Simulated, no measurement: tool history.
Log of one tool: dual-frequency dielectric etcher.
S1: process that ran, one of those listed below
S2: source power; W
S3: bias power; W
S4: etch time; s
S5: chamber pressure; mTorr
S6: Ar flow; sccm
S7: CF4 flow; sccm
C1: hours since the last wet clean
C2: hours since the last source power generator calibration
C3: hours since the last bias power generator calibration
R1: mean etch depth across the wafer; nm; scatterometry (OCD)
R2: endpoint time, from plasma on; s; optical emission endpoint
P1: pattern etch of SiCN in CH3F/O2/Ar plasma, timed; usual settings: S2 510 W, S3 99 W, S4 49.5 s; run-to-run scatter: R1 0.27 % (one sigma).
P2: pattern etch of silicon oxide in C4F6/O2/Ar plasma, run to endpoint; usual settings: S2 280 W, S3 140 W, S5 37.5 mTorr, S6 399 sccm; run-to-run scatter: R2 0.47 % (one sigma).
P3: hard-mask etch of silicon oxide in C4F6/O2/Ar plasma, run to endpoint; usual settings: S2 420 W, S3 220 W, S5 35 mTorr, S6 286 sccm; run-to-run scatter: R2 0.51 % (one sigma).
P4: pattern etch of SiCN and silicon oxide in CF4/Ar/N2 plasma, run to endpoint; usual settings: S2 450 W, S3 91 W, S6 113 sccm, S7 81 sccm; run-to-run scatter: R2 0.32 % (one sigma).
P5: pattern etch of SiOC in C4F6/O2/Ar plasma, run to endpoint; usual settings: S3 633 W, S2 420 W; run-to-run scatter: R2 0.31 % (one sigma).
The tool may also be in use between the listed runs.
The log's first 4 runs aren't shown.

run   hour  S1   S2   S3    S4    S5   S6   S7     C1     C2      C3      R1      R2
  5   80.4  P5  420  442                        393.8  603.7  2314.3          14.346
  6   98.3  P1  510   99  49.5                  411.7  621.6  2332.2  22.977
  7  109.9  P3  420  220        42.5  286       423.3  633.2  2343.8           52.02
  8  120.4  P1  510   99    72                  433.8  643.7  2354.3  33.224
  9  134.6  P4  450   91              138   81    448  657.9  2368.5          16.996
 10  143.9  P1  640   99  62.5                  457.3  667.2  2377.8  31.437
 11    154  P4  450   91              113   81  467.4  677.3  2387.9          16.485
 12  164.4  P4  450   91              113  106  477.8  687.7  2398.3          16.023
 13  178.9  P1  640   99  49.5                  492.3  702.2  2412.8  24.841
 14  196.7  P2  280  140        28.5  399       510.1    720  2430.6          12.882
 15  213.7  P2  280  106        37.5  399       527.1    737  2447.6          14.445
 16  231.8  P1  510   99  32.5                  545.2  755.1  2465.7  15.017
 17  249.3  P2  210  140        37.5  399       562.7  772.6  2483.2          14.831
 18  257.9  P3  420  220          35  176       571.3  781.2  2491.8          47.976
 19  267.7  P1  510   99  49.5                  581.1    791  2501.6  22.816
 20  282.2  P4  450  122              113   81  595.6  805.5  2516.1          14.939
 21    297  P5  520  633                        610.4  820.3  2530.9          11.596
 22  309.6  P1  370   99  49.5                    623  832.9  2543.5  20.293
 23  320.9  P3  420  142          35  286       634.3  844.2  2554.8          57.628
     322.5  -- bias power generator calibrated
 24  337.7  P1  510  141  49.5                  651.1    861    15.3  26.236

Run 25 comes next. What will it give?
 25  346.3  P1  510  75  49.5              659.7  869.6  23.9   ?

R1: 20.618 nm
